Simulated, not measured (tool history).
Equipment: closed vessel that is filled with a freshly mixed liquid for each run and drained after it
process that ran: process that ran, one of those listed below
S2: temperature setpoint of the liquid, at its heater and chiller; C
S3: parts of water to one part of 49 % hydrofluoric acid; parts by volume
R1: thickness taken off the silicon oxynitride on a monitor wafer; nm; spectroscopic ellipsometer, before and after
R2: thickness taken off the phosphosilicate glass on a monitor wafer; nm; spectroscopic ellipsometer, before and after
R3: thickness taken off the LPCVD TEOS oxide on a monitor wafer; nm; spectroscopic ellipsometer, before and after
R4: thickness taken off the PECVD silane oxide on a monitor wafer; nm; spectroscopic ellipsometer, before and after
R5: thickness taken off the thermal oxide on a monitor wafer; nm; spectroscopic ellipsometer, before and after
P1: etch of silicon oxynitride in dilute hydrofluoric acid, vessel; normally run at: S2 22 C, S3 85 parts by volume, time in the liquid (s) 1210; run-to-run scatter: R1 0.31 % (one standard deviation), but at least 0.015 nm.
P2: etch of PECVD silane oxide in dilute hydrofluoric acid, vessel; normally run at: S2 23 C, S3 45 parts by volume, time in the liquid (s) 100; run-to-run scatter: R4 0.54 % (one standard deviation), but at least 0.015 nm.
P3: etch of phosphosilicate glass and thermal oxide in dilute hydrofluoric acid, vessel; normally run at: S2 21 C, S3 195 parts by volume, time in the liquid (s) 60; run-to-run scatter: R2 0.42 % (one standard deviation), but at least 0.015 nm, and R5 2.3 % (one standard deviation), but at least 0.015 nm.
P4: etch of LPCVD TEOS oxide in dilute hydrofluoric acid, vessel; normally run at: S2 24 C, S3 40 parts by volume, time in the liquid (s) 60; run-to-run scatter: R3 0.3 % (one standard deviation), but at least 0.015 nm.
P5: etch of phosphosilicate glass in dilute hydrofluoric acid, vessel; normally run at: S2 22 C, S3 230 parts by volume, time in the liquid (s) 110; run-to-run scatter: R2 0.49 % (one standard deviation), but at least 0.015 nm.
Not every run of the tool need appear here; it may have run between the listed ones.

run 1 hour=8 | process_that_ran=P1 S2=22 S3=85 time_in_the_liquid_(s)=1210 | R1=35.048
run 2 hour=15.5 | process_that_ran=P5 S2=22 S3=230 time_in_the_liquid_(s)=110 | R2=44.309
run 3 hour=27.4 | process_that_ran=P4 S2=24 S3=40 time_in_the_liquid_(s)=60 | R3=30.39
run 4 hour=36.5 | process_that_ran=P1 S2=22 S3=85 time_in_the_liquid_(s)=1210 | R1=34.92
run 5 hour=47.2 | process_that_ran=P1 S2=17 S3=50 time_in_the_liquid_(s)=1210 | R1=47.405
run 6 hour=59.6 | process_that_ran=P2 S2=23 S3=45 time_in_the_liquid_(s)=150 | R4=71.459
run 7 hour=68 | process_that_ran=P2 S2=23 S3=20 time_in_the_liquid_(s)=100 | R4=110.61
run 8 hour=74.6 | process_that_ran=P3 S2=21 S3=195 time_in_the_liquid_(s)=30 | R2=15.755 R5=0.55729
run 9 hour=84.9 | process_that_ran=P1 S2=22 S3=85 time_in_the_liquid_(s)=1210 | R1=35.104
run 10 hour=97.9 | process_that_ran=P4 S2=24 S3=20 time_in_the_liquid_(s)=60 | R3=62.439
run 11 hour=105.9 | process_that_ran=P4 S2=24 S3=40 time_in_the_liquid_(s)=60 | R3=30.442
run 12 hour=112.9 | process_that_ran=P1 S2=30 S3=85 time_in_the_liquid_(s)=2035 | R1=85.228
run 13 hour=123 | process_that_ran=P5 S2=22 S3=230 time_in_the_liquid_(s)=30 | R2=12.227
run 14 hour=129.9 | process_that_ran=P4 S2=24 S3=40 time_in_the_liquid_(s)=30 | R3=15.229
run 15 hour=139.6 | process_that_ran=P2 S2=27.5 S3=45 time_in_the_liquid_(s)=100 | R4=57.723
run 16 hour=149.4 | process_that_ran=P4 S2=17 S3=40 time_in_the_liquid_(s)=60 | R3=22.537
run 17 hour=159.2 | process_that_ran=P1 S2=22 S3=85 time_in_the_liquid_(s)=145 | R1=4.1703
run 18 hour=168.2 | process_that_ran=P5 S2=22 S3=230 time_in_the_liquid_(s)=110 | R2=44.88
run 19 hour=176.3 | process_that_ran=P1 S2=22 S3=85 time_in_the_liquid_(s)=1210 | R1=34.829
run 20 hour=187.9 | process_that_ran=P1 S2=22 S3=120 time_in_the_liquid_(s)=1210 | R1=24.093
run 21 hour=198.7 | process_that_ran=P3 S2=21 S3=195 time_in_the_liquid_(s)=60 | R2=31.692 R5=1.049
run 22 hour=209.9 | process_that_ran=P3 S2=21 S3=30 time_in_the_liquid_(s)=60 | R2=247.16 R5=8.6204
run 23 hour=216.2 | process_that_ran=P2 S2=23 S3=45 time_in_the_liquid_(s)=100 | R4=47.736
run 24 hour=223.7 | process_that_ran=P1 S2=17 S3=85 time_in_the_liquid_(s)=1210 | R1=27.252
run 25 hour=234.8 | process_that_ran=P1 S2=22 S3=25 time_in_the_liquid_(s)=1210 | R1=123.2
run 26 hour=247.1 | process_that_ran=P3 S2=17 S3=195 time_in_the_liquid_(s)=60 | R2=26.904 R5=0.94068
run 27 hour=256.5 | process_that_ran=P1 S2=27.5 S3=85 time_in_the_liquid_(s)=1210 | R1=45.328
run 28 hour=265.3 | process_that_ran=P5 S2=22 S3=420 time_in_the_liquid_(s)=110 | R2=20.431
run 29 hour=272.9 | process_that_ran=P2 S2=23 S3=45 time_in_the_liquid_(s)=100 | R4=47.411
run 30 hour=283.1 | process_that_ran=P1 S2=22 S3=85 time_in_the_liquid_(s)=1210 | R1=34.934
run 31 hour=288.8 | process_that_ran=P3 S2=21 S3=195 time_in_the_liquid_(s)=60 | R2=31.793 R5=1.0768
run 32 hour=295.1 | process_that_ran=P5 S2=30 S3=230 time_in_the_liquid_(s)=110 | R2=59.296
run 33 hour=305.3 | process_that_ran=P1 S2=22 S3=85 time_in_the_liquid_(s)=1210 | R1=34.824
run 34 hour=311.5 | process_that_ran=P1 S2=22 S3=85 time_in_the_liquid_(s)=2330 | R1=67.408
run 35 hour=320.2 | process_that_ran=P1 S2=22 S3=85 time_in_the_liquid_(s)=1210 | R1=34.96
run 36 hour=329.8 | process_that_ran=P1 S2=22 S3=85 time_in_the_liquid_(s)=1210 | R1=36.237
run 37 hour=342.6 | process_that_ran=P1 S2=22 S3=85 time_in_the_liquid_(s)=1210 | R1=37.303
run 38 hour=354.4 | process_that_ran=P1 S2=22 S3=85 time_in_the_liquid_(s)=1210 | R1=37.497
run 39 hour=360.5 | process_that_ran=P1 S2=22 S3=85 time_in_the_liquid_(s)=1210 | R1=37.803
run 40 hour=367.5 | process_that_ran=P1 S2=22 S3=85 time_in_the_liquid_(s)=1210 | R1=38.204
run 41 hour=375.1 | process_that_ran=P1 S2=22 S3=85 time_in_the_liquid_(s)=1210 | R1=38.166
run 42 hour=381.1 | process_that_ran=P1 S2=22 S3=85 time_in_the_liquid_(s)=1210 | R1=38.303
run 43 hour=388.9 | process_that_ran=P1 S2=22 S3=85 time_in_the_liquid_(s)=1210 | R1=38.14
run 44 hour=394.6 | process_that_ran=P1 S2=22 S3=85 time_in_the_liquid_(s)=1210 | R1=38.154

What P1 gives has crept off from where it sat before. The 2 causes that follow fit the log equally well, each at the size noted:
A: liquid hotter than its thermometer reads (K) = 1.86
B: hydrofluoric acid flow above the setpoint (%) = 8.77
The onset of the drift is placed at about hour 320.2.

Listed below are the offered check runs, one wafer per run, with question marks in place of results. For which of them would the causes give clearly different outcomes?
run check 1 hour=400.3 | process_that_ran=P4 S2=19.5 S3=20 time_in_the_liquid_(s)=60 | R3=?
run check 2 hour=400.3 | process_that_ran=P3 S2=21 S3=35 time_in_the_liquid_(s)=30 | R2=? R5=?
run check 3 hour=400.3 | process_that_ran=P5 S2=27 S3=300 time_in_the_liquid_(s)=110 | R2=?
run check 4 hour=400.3 | process_that_ran=P2 S2=26 S3=20 time_in_the_liquid_(s)=100 | R4=?

What every check run would give for each of its results, assuming each possible cause in turn:
check=check_1 result=R3 if_A=55.871 if_B=56.166
check=check_2 result=R2 if_A=114.11 if_B=115.12
check=check_2 result=R5 if_A=3.9551 if_B=3.99
check=check_3 result=R2 if_A=40.525 if_B=42.515
check=check_4 result=R4 if_A=135.84 if_B=137.12
Per-check spread between the two closest causes, in the result where they differ most: check 1 0.53 %; check 2 0.88 %; check 3 4.79 %; check 4 0.94 %
The causes can be told apart only by check 3. The other checks would give nearly the same results under each of them.

With check 3 done, the readings were: R2 42.38 nm. Identify which of the listed causes applies.

The correct cause is B, namely: hydrofluoric acid flow above the setpoint (%).
